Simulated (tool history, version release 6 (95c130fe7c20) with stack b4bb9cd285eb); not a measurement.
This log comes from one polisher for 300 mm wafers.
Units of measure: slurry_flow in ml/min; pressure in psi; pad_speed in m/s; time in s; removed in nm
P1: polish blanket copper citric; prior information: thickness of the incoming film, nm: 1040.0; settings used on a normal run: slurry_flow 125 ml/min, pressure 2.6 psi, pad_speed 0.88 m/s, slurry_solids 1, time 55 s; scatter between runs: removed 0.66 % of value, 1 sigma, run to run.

run	hour	slurry_flow	pressure	pad_speed	slurry_solids	time	wafers polished on this pad	hours since the slurry nozzle was cleaned	hours since the head pressure was calibrated	hours since the slurry blender was calibrated	removed
1	6.5	125	2.6	0.88	1	55	410	559.9	57.8	59.5	84.472
2	10.9	125	3.3	0.88	1	55	474	564.3	62.2	63.9	105.77
3	17	125	2.6	0.88	1	55	563	570.4	68.3	70	84.719
4	21	125	2.6	0.88	1	83	621	574.4	72.3	74	126.34
5	25.1	125	2.6	0.88	1	55	681	578.5	76.4	78.1	84.493
6	29	125	2.6	0.88	1	55	738	582.4	80.3	82	85.112
7	36.2	125	2.6	0.88	1	55	842	589.6	87.5	89.2	84.603
8	43	125	1.3	0.68	1	55	941	596.4	94.3	96	34.363
9	47.7	125	2.6	0.88	1.5	55	1009	601.1	99	100.7	92.233
10	51.6	75	2.6	0.88	1	55	1066	605	102.9	104.6	74.747
11	55.1	125	2.6	1.36	1	55	1117	608.5	106.4	108.1	129.19
12	59.1	125	2.6	0.88	1	55	1175	612.5	110.4	112.1	85.131
# hour 64.5: head pressure recalibrated
13	65.8	125	2.6	0.88	1	25	1273	619.2	1.3	118.8	38.419
14	70.6	125	2.6	0.88	1	55	1343	624	6.1	123.6	84.696
15	74.4	125	1.6	0.88	1	55	1398	627.8	9.9	127.4	53.5

Estimate the outcome of run 16 from the log above:
16	80.3	125	2.6	0.88	0.55	55	1484	633.7	15.8	133.3	?

{"run 16": {"removed": 75.124}}

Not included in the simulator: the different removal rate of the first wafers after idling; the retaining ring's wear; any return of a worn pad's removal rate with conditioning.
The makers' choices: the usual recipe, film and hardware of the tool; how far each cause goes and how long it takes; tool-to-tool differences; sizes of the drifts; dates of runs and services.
